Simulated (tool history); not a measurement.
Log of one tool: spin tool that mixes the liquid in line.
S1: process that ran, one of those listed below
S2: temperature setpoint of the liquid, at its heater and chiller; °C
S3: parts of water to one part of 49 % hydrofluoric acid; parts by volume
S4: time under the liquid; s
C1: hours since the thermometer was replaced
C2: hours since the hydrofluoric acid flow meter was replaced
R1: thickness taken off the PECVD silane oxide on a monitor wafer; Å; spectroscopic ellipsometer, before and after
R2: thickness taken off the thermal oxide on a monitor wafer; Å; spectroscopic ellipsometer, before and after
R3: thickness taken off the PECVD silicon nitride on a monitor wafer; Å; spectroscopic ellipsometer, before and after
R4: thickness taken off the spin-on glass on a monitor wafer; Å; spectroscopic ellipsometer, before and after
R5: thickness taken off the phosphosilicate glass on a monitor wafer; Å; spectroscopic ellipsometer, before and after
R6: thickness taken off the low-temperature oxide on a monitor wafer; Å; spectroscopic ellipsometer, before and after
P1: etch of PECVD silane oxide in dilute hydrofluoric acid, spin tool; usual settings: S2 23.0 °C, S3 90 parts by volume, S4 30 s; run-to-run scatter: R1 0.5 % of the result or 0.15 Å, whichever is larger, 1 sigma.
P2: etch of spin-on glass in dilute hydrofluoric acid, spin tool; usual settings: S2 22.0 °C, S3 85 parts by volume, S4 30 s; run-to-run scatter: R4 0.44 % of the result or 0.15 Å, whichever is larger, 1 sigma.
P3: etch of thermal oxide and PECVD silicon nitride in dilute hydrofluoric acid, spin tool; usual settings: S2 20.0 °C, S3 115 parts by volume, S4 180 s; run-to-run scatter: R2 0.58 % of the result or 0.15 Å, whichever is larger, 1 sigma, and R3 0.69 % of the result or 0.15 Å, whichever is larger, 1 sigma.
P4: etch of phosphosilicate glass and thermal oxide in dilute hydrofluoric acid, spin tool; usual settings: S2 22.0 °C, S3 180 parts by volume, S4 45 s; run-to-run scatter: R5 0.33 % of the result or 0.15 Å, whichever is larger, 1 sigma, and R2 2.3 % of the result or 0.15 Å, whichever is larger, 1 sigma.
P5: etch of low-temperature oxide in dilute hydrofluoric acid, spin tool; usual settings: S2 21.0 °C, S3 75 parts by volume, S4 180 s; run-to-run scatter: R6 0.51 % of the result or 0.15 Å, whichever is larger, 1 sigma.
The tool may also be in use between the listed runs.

Run 1, day 0.125: S1 P1, S2 23.0 °C, S3 90 parts by volume, S4 30 s; C1 655.8; C2 225.7. Result: R1 162.410 Å.
Run 2, day 0.242: S1 P1, S2 23.0 °C, S3 90 parts by volume, S4 30 s; C1 658.6; C2 228.5. Result: R1 161.770 Å.
Run 3, day 0.400: S1 P3, S2 20.0 °C, S3 115 parts by volume, S4 180 s; C1 662.4; C2 232.3. Result: R2 63.2770 Å, R3 35.549 Å.
Run 4, day 0.562: S1 P2, S2 22.0 °C, S3 140 parts by volume, S4 30 s; C1 666.3; C2 236.2. Result: R4 102.830 Å.
Run 5, day 0.717: S1 P4, S2 22.0 °C, S3 100 parts by volume, S4 45 s; C1 670.0; C2 239.9. Result: R2 19.0930 Å, R5 609.38 Å.
Run 6, day 0.879: S1 P1, S2 17.0 °C, S3 135 parts by volume, S4 30 s; C1 673.9; C2 243.8. Result: R1 80.544 Å.
Run 7, day 1.021: S1 P1, S2 17.0 °C, S3 90 parts by volume, S4 30 s; C1 677.3; C2 247.2. Result: R1 125.540 Å.
Run 8, day 1.117: S1 P3, S2 17.0 °C, S3 115 parts by volume, S4 180 s; C1 679.6; C2 249.5. Result: R2 55.8520 Å, R3 28.944 Å.
Run 9, day 1.208: S1 P4, S2 17.0 °C, S3 180 parts by volume, S4 45 s; C1 681.8; C2 251.7. Result: R2 8.3716 Å, R5 255.25 Å.
Run 10, day 1.412: S1 P3, S2 20.0 °C, S3 115 parts by volume, S4 50 s; C1 686.7; C2 256.6. Result: R2 17.8310 Å, R3 9.825 Å.
Run 11, day 1.621: S1 P1, S2 23.0 °C, S3 90 parts by volume, S4 30 s; C1 691.7; C2 261.6. Result: R1 161.690 Å.
Run 12, day 1.804: S1 P2, S2 22.0 °C, S3 85 parts by volume, S4 30 s; C1 696.1; C2 266.0. Result: R4 180.010 Å.
Run 13, day 1.958: S1 P1, S2 23.0 °C, S3 90 parts by volume, S4 30 s; C1 699.8; C2 269.7. Result: R1 162.400 Å.
Run 14, day 2.096: S1 P5, S2 21.0 °C, S3 75 parts by volume, S4 180 s; C1 703.1; C2 273.0. Result: R6 369.26 Å.
Run 15, day 2.254: S1 P1, S2 23.0 °C, S3 90 parts by volume, S4 50 s; C1 706.9; C2 276.8. Result: R1 268.610 Å.
Run 16, day 2.371: S1 P1, S2 23.0 °C, S3 90 parts by volume, S4 30 s; C1 709.7; C2 279.6. Result: R1 161.180 Å.
Run 17, day 2.550: S1 P5, S2 17.0 °C, S3 75 parts by volume, S4 180 s; C1 714.0; C2 283.9. Result: R6 312.20 Å.
Run 18, day 2.754: S1 P1, S2 23.0 °C, S3 90 parts by volume, S4 30 s; C1 718.9; C2 288.8. Result: R1 162.520 Å.
Run 19, day 2.900: S1 P5, S2 21.0 °C, S3 20 parts by volume, S4 180 s; C1 722.4; C2 292.3. Result: R6 1480.20 Å.
Run 20, day 3.062: S1 P2, S2 22.0 °C, S3 85 parts by volume, S4 30 s; C1 726.3; C2 296.2. Result: R4 179.230 Å.
Run 21, day 3.254: S1 P2, S2 30.5 °C, S3 85 parts by volume, S4 30 s; C1 730.9; C2 300.8. Result: R4 248.520 Å.
Run 22, day 3.417: S1 P4, S2 22.0 °C, S3 180 parts by volume, S4 20 s; C1 734.8; C2 304.7. Result: R2 4.5639 Å, R5 137.45 Å.
Run 23, day 3.562: S1 P1, S2 23.0 °C, S3 20 parts by volume, S4 30 s; C1 738.3; C2 308.2. Result: R1 789.710 Å.
Run 24, day 3.700: S1 P4, S2 22.0 °C, S3 180 parts by volume, S4 45 s; C1 741.6; C2 311.5. Result: R2 10.4280 Å, R5 308.13 Å.
Run 25, day 3.812: S1 P1, S2 30.5 °C, S3 90 parts by volume, S4 50 s; C1 744.3; C2 314.2. Result: R1 360.770 Å.
Run 26, day 3.971: S1 P3, S2 20.0 °C, S3 115 parts by volume, S4 180 s; C1 748.1; C2 318.0. Result: R2 63.1420 Å, R3 35.210 Å.
Run 27, day 4.183: S1 P1, S2 23.0 °C, S3 125 parts by volume, S4 30 s; C1 753.2; C2 323.1. Result: R1 111.440 Å.
Run 28, day 4.275: S1 P5, S2 21.0 °C, S3 75 parts by volume, S4 55 s; C1 755.4; C2 325.3. Result: R6 113.16 Å.
Run 29, day 4.479: S1 P5, S2 21.0 °C, S3 75 parts by volume, S4 180 s; C1 760.3; C2 330.2. Result: R6 366.40 Å.
Run 30, day 4.617: S1 P3, S2 20.0 °C, S3 25 parts by volume, S4 180 s; C1 763.6; C2 333.5. Result: R2 324.1900 Å, R3 155.540 Å.
Run 31, day 4.712: S1 P1, S2 28.0 °C, S3 90 parts by volume, S4 30 s; C1 765.9; C2 335.8. Result: R1 197.710 Å.
Run 32, day 4.900: S1 P2, S2 22.0 °C, S3 85 parts by volume, S4 15 s; C1 770.4; C2 340.3. Result: R4 89.689 Å.
Run 33, day 5.033: S1 P1, S2 23.0 °C, S3 90 parts by volume, S4 30 s; C1 773.6; C2 343.5. Result: R1 161.750 Å.
Run 34, day 5.129: S1 P1, S2 23.0 °C, S3 90 parts by volume, S4 15 s; C1 775.9; C2 345.8. Result: R1 80.946 Å.
Run 35, day 5.329: S1 P1, S2 23.0 °C, S3 90 parts by volume, S4 30 s; C1 780.7; C2 350.6. Result: R1 162.000 Å.
Run 36, day 5.525: S1 P1, S2 23.0 °C, S3 90 parts by volume, S4 30 s; C1 785.4; C2 355.3. Result: R1 169.280 Å.
Run 37, day 5.733: S1 P1, S2 23.0 °C, S3 90 parts by volume, S4 30 s; C1 790.4; C2 360.3. Result: R1 170.760 Å.
Run 38, day 5.850: S1 P1, S2 23.0 °C, S3 90 parts by volume, S4 30 s; C1 793.2; C2 363.1. Result: R1 173.050 Å.
Run 39, day 5.958: S1 P1, S2 23.0 °C, S3 90 parts by volume, S4 30 s; C1 795.8; C2 365.7. Result: R1 174.060 Å.
Run 40, day 6.088: S1 P1, S2 23.0 °C, S3 90 parts by volume, S4 30 s; C1 798.9; C2 368.8. Result: R1 172.980 Å.
Run 41, day 6.271: S1 P1, S2 23.0 °C, S3 90 parts by volume, S4 30 s; C1 803.3; C2 373.2. Result: R1 175.290 Å.
Run 42, day 6.379: S1 P1, S2 23.0 °C, S3 90 parts by volume, S4 30 s; C1 805.9; C2 375.8. Result: R1 175.060 Å.
Run 43, day 6.517: S1 P1, S2 23.0 °C, S3 90 parts by volume, S4 30 s; C1 809.2; C2 379.1. Result: R1 174.150 Å.

Run 44 comes next. What will it give?
Run 44, day 6.683: S1 P1, S2 23.0 °C, S3 90 parts by volume, S4 30 s; C1 813.2; C2 383.1. Result: R1 ?.

Run 44 gave R1 174.790 Å.
